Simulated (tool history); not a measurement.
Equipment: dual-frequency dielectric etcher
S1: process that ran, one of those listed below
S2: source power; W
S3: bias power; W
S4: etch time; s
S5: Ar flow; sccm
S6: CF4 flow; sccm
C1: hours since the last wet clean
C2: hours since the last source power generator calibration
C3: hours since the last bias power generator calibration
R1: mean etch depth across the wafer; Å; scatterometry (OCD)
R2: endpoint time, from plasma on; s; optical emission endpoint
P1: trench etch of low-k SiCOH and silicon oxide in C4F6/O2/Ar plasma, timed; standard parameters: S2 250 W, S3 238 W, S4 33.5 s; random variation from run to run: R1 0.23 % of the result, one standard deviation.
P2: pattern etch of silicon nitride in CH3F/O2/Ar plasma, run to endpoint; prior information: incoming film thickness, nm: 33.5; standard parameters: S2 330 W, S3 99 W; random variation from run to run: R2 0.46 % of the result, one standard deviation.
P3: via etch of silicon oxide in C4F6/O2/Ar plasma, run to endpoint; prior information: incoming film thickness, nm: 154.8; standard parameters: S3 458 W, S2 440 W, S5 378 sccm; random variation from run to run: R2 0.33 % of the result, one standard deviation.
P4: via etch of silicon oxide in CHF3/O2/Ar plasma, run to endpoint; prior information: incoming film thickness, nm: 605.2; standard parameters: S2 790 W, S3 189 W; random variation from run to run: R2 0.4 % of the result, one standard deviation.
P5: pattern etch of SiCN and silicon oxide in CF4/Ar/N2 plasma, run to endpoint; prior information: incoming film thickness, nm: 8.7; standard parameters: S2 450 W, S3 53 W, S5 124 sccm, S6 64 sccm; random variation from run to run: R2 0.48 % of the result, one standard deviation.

{"run": 1, "day": 0.125, "S1": "P1", "S2": 250, "S3": 238, "S4": 33.5, "C1": 60.2, "C2": 1515.8, "C3": 2895.3, "R1": 990.6}
{"run": 2, "day": 0.271, "S1": "P3", "S2": 440, "S3": 311, "S5": 378, "C1": 63.7, "C2": 1519.3, "C3": 2898.8, "R2": 39.78}
{"run": 3, "day": 0.529, "S1": "P1", "S2": 250, "S3": 196, "S4": 42.5, "C1": 69.9, "C2": 1525.5, "C3": 2905, "R1": 1177.6}
{"run": 4, "day": 0.688, "S1": "P2", "S2": 330, "S3": 99, "C1": 73.7, "C2": 1529.3, "C3": 2908.8, "R2": 47.209}
{"run": 5, "day": 0.892, "S1": "P1", "S2": 250, "S3": 238, "S4": 47.5, "C1": 78.6, "C2": 1534.2, "C3": 2913.7, "R1": 1411.6}
{"run": 6, "day": 1.021, "S1": "P1", "S2": 180, "S3": 238, "S4": 33.5, "C1": 81.7, "C2": 1537.3, "C3": 2916.8, "R1": 873.6}
{"run": 7, "day": 1.204, "S1": "P4", "S2": 1070, "S3": 189, "C1": 86.1, "C2": 1541.7, "C3": 2921.2, "R2": 245.97}
{"run": 8, "day": 1.45, "S1": "P1", "S2": 250, "S3": 288, "S4": 33.5, "C1": 92, "C2": 1547.6, "C3": 2927.1, "R1": 1062.6}
{"run": 9, "day": 1.712, "S1": "P3", "S2": 440, "S3": 458, "S5": 378, "C1": 98.3, "C2": 1553.9, "C3": 2933.4, "R2": 34.548}
{"run": 10, "day": 1.938, "S1": "P5", "S2": 450, "S3": 53, "S5": 124, "S6": 64, "C1": 103.7, "C2": 1559.3, "C3": 2938.8, "R2": 12.223}
{"run": 11, "day": 2.188, "S1": "P5", "S2": 450, "S3": 53, "S5": 124, "S6": 48, "C1": 109.7, "C2": 1565.3, "C3": 2944.8, "R2": 12.752}
{"run": 12, "day": 2.358, "S1": "P1", "S2": 250, "S3": 238, "S4": 33.5, "C1": 113.8, "C2": 1569.4, "C3": 2948.9, "R1": 990.16}
{"run": 13, "day": 2.496, "S1": "P3", "S2": 440, "S3": 458, "S5": 305, "C1": 117.1, "C2": 1572.7, "C3": 2952.2, "R2": 33.628}
{"run": 14, "day": 2.704, "S1": "P1", "S2": 320, "S3": 295, "S4": 33.5, "C1": 122.1, "C2": 1577.7, "C3": 2957.2, "R1": 1174.6}
{"run": 15, "day": 2.85, "S1": "P1", "S2": 310, "S3": 238, "S4": 33.5, "C1": 125.6, "C2": 1581.2, "C3": 2960.7, "R1": 1078.5}
{"run": 16, "day": 2.979, "S1": "P2", "S2": 460, "S3": 99, "C1": 128.7, "C2": 1584.3, "C3": 2963.8, "R2": 42.228}
{"run": 17, "day": 3.171, "S1": "P1", "S2": 250, "S3": 145, "S4": 33.5, "C1": 133.3, "C2": 1588.9, "C3": 2968.4, "R1": 843.16}
{"run": 18, "day": 3.296, "S1": "P5", "S2": 450, "S3": 33, "S5": 124, "S6": 64, "C1": 136.3, "C2": 1591.9, "C3": 2971.4, "R2": 14.16}
{"run": 19, "day": 3.475, "S1": "P4", "S2": 790, "S3": 189, "C1": 140.6, "C2": 1596.2, "C3": 2975.7, "R2": 275.36}
{"run": 20, "day": 3.725, "S1": "P3", "S2": 320, "S3": 458, "S5": 378, "C1": 146.6, "C2": 1602.2, "C3": 2981.7, "R2": 38.752}
{"run": 21, "day": 3.912, "S1": "P1", "S2": 250, "S3": 238, "S4": 33.5, "C1": 151.1, "C2": 1606.7, "C3": 2986.2, "R1": 994.81}
{"run": 22, "day": 4.192, "S1": "P4", "S2": 790, "S3": 111, "C1": 157.8, "C2": 1613.4, "C3": 2992.9, "R2": 324.25}
{"run": 23, "day": 4.367, "S1": "P5", "S2": 620, "S3": 53, "S5": 124, "S6": 64, "C1": 162, "C2": 1617.6, "C3": 2997.1, "R2": 9.149}
{"run": 24, "day": 4.6, "S1": "P2", "S2": 330, "S3": 99, "C1": 167.6, "C2": 1623.2, "C3": 3002.7, "R2": 47.303}
{"run": 25, "day": 4.838, "S1": "P1", "S2": 250, "S3": 238, "S4": 18.5, "C1": 173.3, "C2": 1628.9, "C3": 3008.4, "R1": 547.97}
{"run": 26, "day": 5.033, "S1": "P4", "S2": 790, "S3": 189, "C1": 178, "C2": 1633.6, "C3": 3013.1, "R2": 275.81}
{"run": 27, "day": 5.212, "S1": "P5", "S2": 450, "S3": 53, "S5": 100, "S6": 64, "C1": 182.3, "C2": 1637.9, "C3": 3017.4, "R2": 11.757}
{"run": 28, "day": 5.496, "S1": "P2", "S2": 330, "S3": 121, "C1": 189.1, "C2": 1644.7, "C3": 3024.2, "R2": 43.92}
{"run": 29, "day": 5.738, "S1": "P5", "S2": 450, "S3": 53, "S5": 124, "S6": 64, "C1": 194.9, "C2": 1650.5, "C3": 3030, "R2": 12.203}
{"run": 30, "day": 5.892, "S1": "P1", "S2": 250, "S3": 238, "S4": 33.5, "C1": 198.6, "C2": 1654.2, "C3": 3033.7, "R1": 987.43}
{"run": 31, "day": 6.033, "S1": "P1", "S2": 250, "S3": 238, "S4": 33.5, "C1": 202, "C2": 1657.6, "C3": 3037.1, "R1": 991.36}
{"run": 32, "day": 6.3, "S1": "P1", "S2": 250, "S3": 238, "S4": 33.5, "C1": 208.4, "C2": 1664, "C3": 3043.5, "R1": 992.2}
{"run": 33, "day": 6.471, "S1": "P1", "S2": 250, "S3": 238, "S4": 33.5, "C1": 212.5, "C2": 1668.1, "C3": 3047.6, "R1": 985.36}
{"run": 34, "day": 6.65, "S1": "P1", "S2": 250, "S3": 238, "S4": 33.5, "C1": 216.8, "C2": 1672.4, "C3": 3051.9, "R1": 981.86}
{"run": 35, "day": 6.833, "S1": "P1", "S2": 250, "S3": 238, "S4": 33.5, "C1": 221.2, "C2": 1676.8, "C3": 3056.3, "R1": 978.54}
{"run": 36, "day": 7.012, "S1": "P1", "S2": 250, "S3": 238, "S4": 33.5, "C1": 225.5, "C2": 1681.1, "C3": 3060.6, "R1": 978.74}
{"day": 7.138, "done": "wet clean of the chamber"}
{"run": 37, "day": 7.171, "S1": "P1", "S2": 250, "S3": 238, "S4": 33.5, "C1": 0.9, "C2": 1684.9, "C3": 3064.4, "R1": 975.42}
{"run": 38, "day": 7.429, "S1": "P1", "S2": 250, "S3": 238, "S4": 33.5, "C1": 7.1, "C2": 1691.1, "C3": 3070.6, "R1": 974.32}
{"run": 39, "day": 7.654, "S1": "P1", "S2": 250, "S3": 238, "S4": 33.5, "C1": 12.5, "C2": 1696.5, "C3": 3076, "R1": 978.32}
{"run": 40, "day": 7.871, "S1": "P1", "S2": 250, "S3": 238, "S4": 33.5, "C1": 17.7, "C2": 1701.7, "C3": 3081.2, "R1": 975.26}

What P1 gives has crept off from where it sat before. The 2 causes that follow fit the log equally well, each at the size noted:
A: source power that arrives under what is set, % = 4.37
B: bias power that arrives under what is set, % = 4.82
Creep in the process output first set in at about day 6.3.
Every other cause this tool's parts could produce, and why it does not fit the log:
chamber walls in a state that lowers the etch rate, %: serviced after onset, at day 7.138, with no recovery of the prior output

Below are 4 check runs, each averaged over 3 wafers, with their results shown as question marks. Which of them would give clearly different results depending on which cause is behind the drift?
{"run": "check 1", "day": 8.088, "S1": "P5", "S2": 580, "S3": 53, "S5": 124, "S6": 64, "R2": "?"}
{"run": "check 2", "day": 8.088, "S1": "P2", "S2": 430, "S3": 99, "R2": "?"}
{"run": "check 3", "day": 8.088, "S1": "P3", "S2": 320, "S3": 318, "S5": 378, "R2": "?"}
{"run": "check 4", "day": 8.088, "S1": "P4", "S2": 790, "S3": 133, "R2": "?"}

Check results expected under each cause:
check=check_1 result=R2 if_A=10.11 if_B=9.8731
check=check_2 result=R2 if_A=43.748 if_B=43.803
check=check_3 result=R2 if_A=45.181 if_B=45.208
check=check_4 result=R2 if_A=313.68 if_B=312.93
Per check, the gap between the least separated pair of causes, taken in the result that splits them most: check 1 2.37 %; check 2 0.13 %; check 3 0.06 %; check 4 0.24 %
Check 1 tells the causes apart: in the others they would give nearly the same result.

Here is what check 1 returned: R2 10.083 s. Which cause is it?

The correct cause is A, namely: source power that arrives under what is set, %.

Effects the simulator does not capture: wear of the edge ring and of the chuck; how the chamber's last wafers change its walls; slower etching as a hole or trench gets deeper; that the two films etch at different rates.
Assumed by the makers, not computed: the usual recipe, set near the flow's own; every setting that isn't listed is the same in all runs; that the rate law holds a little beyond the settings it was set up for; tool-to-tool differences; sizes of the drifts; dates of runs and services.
